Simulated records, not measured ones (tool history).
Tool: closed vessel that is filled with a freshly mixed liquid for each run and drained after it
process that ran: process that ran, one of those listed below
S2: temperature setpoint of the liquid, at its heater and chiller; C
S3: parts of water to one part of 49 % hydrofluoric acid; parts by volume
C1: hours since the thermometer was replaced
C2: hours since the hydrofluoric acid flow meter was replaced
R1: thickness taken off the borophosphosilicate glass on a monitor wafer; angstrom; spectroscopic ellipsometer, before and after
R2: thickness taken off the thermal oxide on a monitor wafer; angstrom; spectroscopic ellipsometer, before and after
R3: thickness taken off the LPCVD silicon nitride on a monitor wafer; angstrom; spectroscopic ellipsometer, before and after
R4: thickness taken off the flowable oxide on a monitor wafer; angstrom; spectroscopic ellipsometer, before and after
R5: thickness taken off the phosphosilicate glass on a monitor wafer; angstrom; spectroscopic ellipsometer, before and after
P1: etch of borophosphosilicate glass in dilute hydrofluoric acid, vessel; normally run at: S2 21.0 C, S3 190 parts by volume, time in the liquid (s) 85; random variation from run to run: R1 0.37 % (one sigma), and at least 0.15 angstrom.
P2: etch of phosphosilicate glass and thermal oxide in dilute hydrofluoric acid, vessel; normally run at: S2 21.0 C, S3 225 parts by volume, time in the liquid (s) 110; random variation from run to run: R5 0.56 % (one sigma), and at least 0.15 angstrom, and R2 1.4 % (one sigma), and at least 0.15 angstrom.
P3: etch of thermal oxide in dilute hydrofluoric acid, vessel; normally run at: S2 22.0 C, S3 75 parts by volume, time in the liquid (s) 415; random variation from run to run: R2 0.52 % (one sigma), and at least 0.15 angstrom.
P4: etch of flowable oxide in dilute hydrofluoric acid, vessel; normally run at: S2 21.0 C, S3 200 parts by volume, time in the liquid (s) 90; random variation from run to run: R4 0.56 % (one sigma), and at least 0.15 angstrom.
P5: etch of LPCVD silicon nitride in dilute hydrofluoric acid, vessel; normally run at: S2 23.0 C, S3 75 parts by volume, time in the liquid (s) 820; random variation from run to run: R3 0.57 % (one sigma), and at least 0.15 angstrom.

Run 1, hour 12.8: process that ran P1, S2 21.0 C, S3 190 parts by volume, time in the liquid (s) 85; C1 622.2; C2 651.5. Result: R1 186.960 angstrom.
Run 2, hour 24.7: process that ran P1, S2 29.0 C, S3 190 parts by volume, time in the liquid (s) 85; C1 634.1; C2 663.4. Result: R1 252.000 angstrom.
Run 3, hour 31.3: process that ran P3, S2 29.5 C, S3 75 parts by volume, time in the liquid (s) 415; C1 640.7; C2 670.0. Result: R2 335.270 angstrom.
Run 4, hour 45.2: process that ran P5, S2 23.0 C, S3 75 parts by volume, time in the liquid (s) 1545; C1 654.6; C2 683.9. Result: R3 108.290 angstrom.
Run 5, hour 59.4: process that ran P4, S2 21.0 C, S3 200 parts by volume, time in the liquid (s) 90; C1 668.8; C2 698.1. Result: R4 150.980 angstrom.
Run 6, hour 69.3: process that ran P4, S2 21.0 C, S3 200 parts by volume, time in the liquid (s) 35; C1 678.7; C2 708.0. Result: R4 57.687 angstrom.
Run 7, hour 77.9: process that ran P1, S2 21.0 C, S3 190 parts by volume, time in the liquid (s) 85; C1 687.3; C2 716.6. Result: R1 187.400 angstrom.
Run 8, hour 90.9: process that ran P1, S2 21.0 C, S3 190 parts by volume, time in the liquid (s) 85; C1 700.3; C2 729.6. Result: R1 187.240 angstrom.
Run 9, hour 98.9: process that ran P1, S2 21.0 C, S3 190 parts by volume, time in the liquid (s) 50; C1 708.3; C2 737.6. Result: R1 110.340 angstrom.
Run 10, hour 106.2: process that ran P1, S2 21.0 C, S3 45 parts by volume, time in the liquid (s) 40; C1 715.6; C2 744.9. Result: R1 435.870 angstrom.
Run 11, hour 113.8: process that ran P1, S2 21.0 C, S3 190 parts by volume, time in the liquid (s) 85; C1 723.2; C2 752.5. Result: R1 187.050 angstrom.
Run 12, hour 127.0: process that ran P2, S2 21.0 C, S3 225 parts by volume, time in the liquid (s) 110; C1 736.4; C2 765.7. Result: R2 18.392 angstrom, R5 501.79 angstrom.
Run 13, hour 134.5: process that ran P3, S2 22.0 C, S3 75 parts by volume, time in the liquid (s) 415; C1 743.9; C2 773.2. Result: R2 249.190 angstrom.
Run 14, hour 140.8: process that ran P1, S2 21.0 C, S3 330 parts by volume, time in the liquid (s) 85; C1 750.2; C2 779.5. Result: R1 94.524 angstrom.
Run 15, hour 147.6: process that ran P2, S2 21.0 C, S3 225 parts by volume, time in the liquid (s) 195; C1 757.0; C2 786.3. Result: R2 32.222 angstrom, R5 889.03 angstrom.
Run 16, hour 155.0: process that ran P2, S2 21.0 C, S3 100 parts by volume, time in the liquid (s) 110; C1 764.4; C2 793.7. Result: R2 46.656 angstrom, R5 1297.10 angstrom.
Run 17, hour 169.3: process that ran P5, S2 31.5 C, S3 75 parts by volume, time in the liquid (s) 820; C1 778.7; C2 808.0. Result: R3 100.550 angstrom.
Run 18, hour 179.6: process that ran P2, S2 24.5 C, S3 225 parts by volume, time in the liquid (s) 110; C1 789.0; C2 818.3. Result: R2 21.236 angstrom, R5 574.66 angstrom.
Run 19, hour 188.9: process that ran P3, S2 22.0 C, S3 130 parts by volume, time in the liquid (s) 415; C1 798.3; C2 827.6. Result: R2 133.270 angstrom.
Run 20, hour 199.4: process that ran P4, S2 17.0 C, S3 200 parts by volume, time in the liquid (s) 90; C1 808.8; C2 838.1. Result: R4 128.250 angstrom.
Run 21, hour 208.2: process that ran P1, S2 21.0 C, S3 190 parts by volume, time in the liquid (s) 85; C1 817.6; C2 846.9. Result: R1 187.540 angstrom.
Run 22, hour 218.5: process that ran P5, S2 23.0 C, S3 75 parts by volume, time in the liquid (s) 820; C1 827.9; C2 857.2. Result: R3 57.132 angstrom.
Run 23, hour 228.5: process that ran P3, S2 22.0 C, S3 75 parts by volume, time in the liquid (s) 115; C1 837.9; C2 867.2. Result: R2 68.362 angstrom.
Run 24, hour 239.6: process that ran P1, S2 21.0 C, S3 190 parts by volume, time in the liquid (s) 85; C1 849.0; C2 878.3. Result: R1 187.260 angstrom.
Run 25, hour 253.6: process that ran P5, S2 23.0 C, S3 25 parts by volume, time in the liquid (s) 820; C1 863.0; C2 892.3. Result: R3 166.900 angstrom.
Run 26, hour 268.0: process that ran P1, S2 21.0 C, S3 190 parts by volume, time in the liquid (s) 145; C1 877.4; C2 906.7. Result: R1 319.500 angstrom.
Run 27, hour 280.5: process that ran P1, S2 17.0 C, S3 190 parts by volume, time in the liquid (s) 85; C1 889.9; C2 919.2. Result: R1 160.070 angstrom.
Run 28, hour 287.6: process that ran P4, S2 21.0 C, S3 75 parts by volume, time in the liquid (s) 90; C1 897.0; C2 926.3. Result: R4 457.820 angstrom.
Run 29, hour 298.1: process that ran P1, S2 21.0 C, S3 120 parts by volume, time in the liquid (s) 85; C1 907.5; C2 936.8. Result: R1 321.270 angstrom.
Run 30, hour 308.0: process that ran P5, S2 23.0 C, S3 75 parts by volume, time in the liquid (s) 820; C1 917.4; C2 946.7. Result: R3 57.547 angstrom.
Run 31, hour 319.9: process that ran P1, S2 21.0 C, S3 190 parts by volume, time in the liquid (s) 85; C1 929.3; C2 958.6. Result: R1 188.410 angstrom.
Run 32, hour 326.4: process that ran P1, S2 21.0 C, S3 190 parts by volume, time in the liquid (s) 85; C1 935.8; C2 965.1. Result: R1 183.630 angstrom.
Run 33, hour 339.5: process that ran P1, S2 21.0 C, S3 190 parts by volume, time in the liquid (s) 85; C1 948.9; C2 978.2. Result: R1 179.560 angstrom.
Run 34, hour 351.4: process that ran P1, S2 21.0 C, S3 190 parts by volume, time in the liquid (s) 85; C1 960.8; C2 990.1. Result: R1 176.190 angstrom.
Run 35, hour 365.1: process that ran P1, S2 21.0 C, S3 190 parts by volume, time in the liquid (s) 85; C1 974.5; C2 1003.8. Result: R1 174.320 angstrom.
Run 36, hour 373.4: process that ran P1, S2 21.0 C, S3 190 parts by volume, time in the liquid (s) 85; C1 982.8; C2 1012.1. Result: R1 173.500 angstrom.
Run 37, hour 381.8: process that ran P1, S2 21.0 C, S3 190 parts by volume, time in the liquid (s) 85; C1 991.2; C2 1020.5. Result: R1 173.960 angstrom.
Run 38, hour 391.8: process that ran P1, S2 21.0 C, S3 190 parts by volume, time in the liquid (s) 85; C1 1001.2; C2 1030.5. Result: R1 173.960 angstrom.
Run 39, hour 401.4: process that ran P1, S2 21.0 C, S3 190 parts by volume, time in the liquid (s) 85; C1 1010.8; C2 1040.1. Result: R1 172.840 angstrom.
Run 40, hour 411.7: process that ran P1, S2 21.0 C, S3 190 parts by volume, time in the liquid (s) 85; C1 1021.1; C2 1050.4. Result: R1 173.200 angstrom.
Run 41, hour 419.9: process that ran P1, S2 21.0 C, S3 190 parts by volume, time in the liquid (s) 85; C1 1029.3; C2 1058.6. Result: R1 172.250 angstrom.

What P1 gives has crept away from where it was. These 2 causes fit the log equally well, each at the size given:
A: hydrofluoric acid flow below the setpoint (%) = 6.55
B: liquid colder than its thermometer reads (K) = 2.09
The creep began at about hour 319.9.

4 check runs are offered, one wafer each, their results left as question marks. Which one tells the causes apart?
Run check 1, hour 428.1: process that ran P3, S2 25.0 C, S3 75 parts by volume, time in the liquid (s) 415. Result: R2 ?.
Run check 2, hour 428.1: process that ran P4, S2 21.0 C, S3 120 parts by volume, time in the liquid (s) 40. Result: R4 ?.
Run check 3, hour 428.1: process that ran P5, S2 23.0 C, S3 75 parts by volume, time in the liquid (s) 1515. Result: R3 ?.
Run check 4, hour 428.1: process that ran P2, S2 21.0 C, S3 115 parts by volume, time in the liquid (s) 110. Result: R2 ?, R5 ?.

What each check would give under each cause:
  check  result     if A     if B
check 1      R2  259.390  256.870
check 2      R4  111.380  110.520
check 3      R3   99.431   92.252
check 4      R2   37.031   36.723
check 4      R5  1019.70  1011.20
How far apart the two closest causes lie, in the result that separates them most: check 1 0.98 %; check 2 0.78 %; check 3 7.49 %; check 4 0.84 %
Check 3 tells the causes apart: in the others they would give nearly the same result.

Check 3 was then run and gave: R3 92.263 angstrom. Which cause is it?

It is B: liquid colder than its thermometer reads (K).

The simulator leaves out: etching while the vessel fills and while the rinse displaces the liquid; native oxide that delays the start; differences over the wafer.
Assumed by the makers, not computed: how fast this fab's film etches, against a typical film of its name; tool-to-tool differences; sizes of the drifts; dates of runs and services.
